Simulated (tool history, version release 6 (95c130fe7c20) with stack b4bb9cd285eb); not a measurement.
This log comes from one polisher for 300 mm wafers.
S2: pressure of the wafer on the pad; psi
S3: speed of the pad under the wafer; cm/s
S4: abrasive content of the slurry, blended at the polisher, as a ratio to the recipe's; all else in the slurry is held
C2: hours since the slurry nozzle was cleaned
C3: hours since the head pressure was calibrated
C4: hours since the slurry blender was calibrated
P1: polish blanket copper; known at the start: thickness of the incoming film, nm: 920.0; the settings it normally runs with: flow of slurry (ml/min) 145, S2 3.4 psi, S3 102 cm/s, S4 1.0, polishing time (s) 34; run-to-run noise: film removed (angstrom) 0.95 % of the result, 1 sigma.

{"run": 1, "day": 0.529, "flow of slurry (ml/min)": 145, "S2": 3.4, "S3": 102, "S4": 1.0, "polishing time (s)": 34, "wafers polished on this pad": 698, "C2": 167.2, "C3": 223.2, "C4": 29.9, "film removed (angstrom)": 1419.3}
{"run": 2, "day": 1.046, "flow of slurry (ml/min)": 145, "S2": 3.4, "S3": 102, "S4": 1.0, "polishing time (s)": 34, "wafers polished on this pad": 813, "C2": 179.6, "C3": 235.6, "C4": 42.3, "film removed (angstrom)": 1410.9}
{"day": 1.221, "done": "head pressure recalibrated"}
{"run": 3, "day": 1.7, "flow of slurry (ml/min)": 145, "S2": 1.9, "S3": 102, "S4": 1.0, "polishing time (s)": 34, "wafers polished on this pad": 959, "C2": 195.3, "C3": 11.6, "C4": 58.0, "film removed (angstrom)": 773.33}
{"run": 4, "day": 2.108, "flow of slurry (ml/min)": 145, "S2": 3.4, "S3": 102, "S4": 0.6, "polishing time (s)": 34, "wafers polished on this pad": 1050, "C2": 205.1, "C3": 21.4, "C4": 67.8, "film removed (angstrom)": 1260.8}
{"run": 5, "day": 2.712, "flow of slurry (ml/min)": 230, "S2": 3.4, "S3": 102, "S4": 1.0, "polishing time (s)": 34, "wafers polished on this pad": 1186, "C2": 219.6, "C3": 35.9, "C4": 82.3, "film removed (angstrom)": 1502.9}
{"run": 6, "day": 3.138, "flow of slurry (ml/min)": 110, "S2": 3.4, "S3": 102, "S4": 1.0, "polishing time (s)": 18, "wafers polished on this pad": 1280, "C2": 229.8, "C3": 46.1, "C4": 92.5, "film removed (angstrom)": 694.33}
{"run": 7, "day": 3.825, "flow of slurry (ml/min)": 145, "S2": 4.4, "S3": 102, "S4": 1.0, "polishing time (s)": 34, "wafers polished on this pad": 1434, "C2": 246.3, "C3": 62.6, "C4": 109.0, "film removed (angstrom)": 1858.4}
{"run": 8, "day": 4.4, "flow of slurry (ml/min)": 145, "S2": 3.4, "S3": 102, "S4": 1.0, "polishing time (s)": 34, "wafers polished on this pad": 1563, "C2": 260.1, "C3": 76.4, "C4": 122.8, "film removed (angstrom)": 1404.8}
{"run": 9, "day": 4.962, "flow of slurry (ml/min)": 145, "S2": 3.4, "S3": 102, "S4": 1.0, "polishing time (s)": 15, "wafers polished on this pad": 1688, "C2": 273.6, "C3": 89.9, "C4": 136.3, "film removed (angstrom)": 619.14}
{"run": 10, "day": 5.362, "flow of slurry (ml/min)": 145, "S2": 3.4, "S3": 72, "S4": 1.0, "polishing time (s)": 34, "wafers polished on this pad": 1778, "C2": 283.2, "C3": 99.5, "C4": 145.9, "film removed (angstrom)": 983.21}
{"run": 11, "day": 6.029, "flow of slurry (ml/min)": 145, "S2": 3.4, "S3": 102, "S4": 1.4, "polishing time (s)": 34, "wafers polished on this pad": 1927, "C2": 299.2, "C3": 115.5, "C4": 161.9, "film removed (angstrom)": 1533.0}
{"run": 12, "day": 6.562, "flow of slurry (ml/min)": 145, "S2": 3.4, "S3": 158, "S4": 1.0, "polishing time (s)": 34, "wafers polished on this pad": 2046, "C2": 312.0, "C3": 128.3, "C4": 174.7, "film removed (angstrom)": 2189.8}
{"run": 13, "day": 6.888, "flow of slurry (ml/min)": 145, "S2": 3.4, "S3": 102, "S4": 1.0, "polishing time (s)": 34, "wafers polished on this pad": 2119, "C2": 319.8, "C3": 136.1, "C4": 182.5, "film removed (angstrom)": 1391.3}
{"day": 7.2, "done": "slurry blender recalibrated"}
{"run": 14, "day": 7.504, "flow of slurry (ml/min)": 145, "S2": 3.4, "S3": 102, "S4": 1.0, "polishing time (s)": 49, "wafers polished on this pad": 2256, "C2": 334.6, "C3": 150.9, "C4": 7.3, "film removed (angstrom)": 2039.9}
{"run": 15, "day": 8.004, "flow of slurry (ml/min)": 145, "S2": 3.4, "S3": 102, "S4": 1.0, "polishing time (s)": 34, "wafers polished on this pad": 2368, "C2": 346.6, "C3": 162.9, "C4": 19.3, "film removed (angstrom)": 1438.4}
{"run": 16, "day": 8.446, "flow of slurry (ml/min)": 145, "S2": 3.4, "S3": 140, "S4": 1.2, "polishing time (s)": 34, "wafers polished on this pad": 2467, "C2": 357.2, "C3": 173.5, "C4": 29.9, "film removed (angstrom)": 2012.5}

Run 17 is up next; what results do you expect?
{"run": 17, "day": 8.804, "flow of slurry (ml/min)": 85, "S2": 3.4, "S3": 102, "S4": 1.0, "polishing time (s)": 34, "wafers polished on this pad": 2547, "C2": 365.8, "C3": 182.1, "C4": 38.5, "film removed (angstrom)": "?"}

{"run 17": {"film removed (angstrom)": 1244.2}}
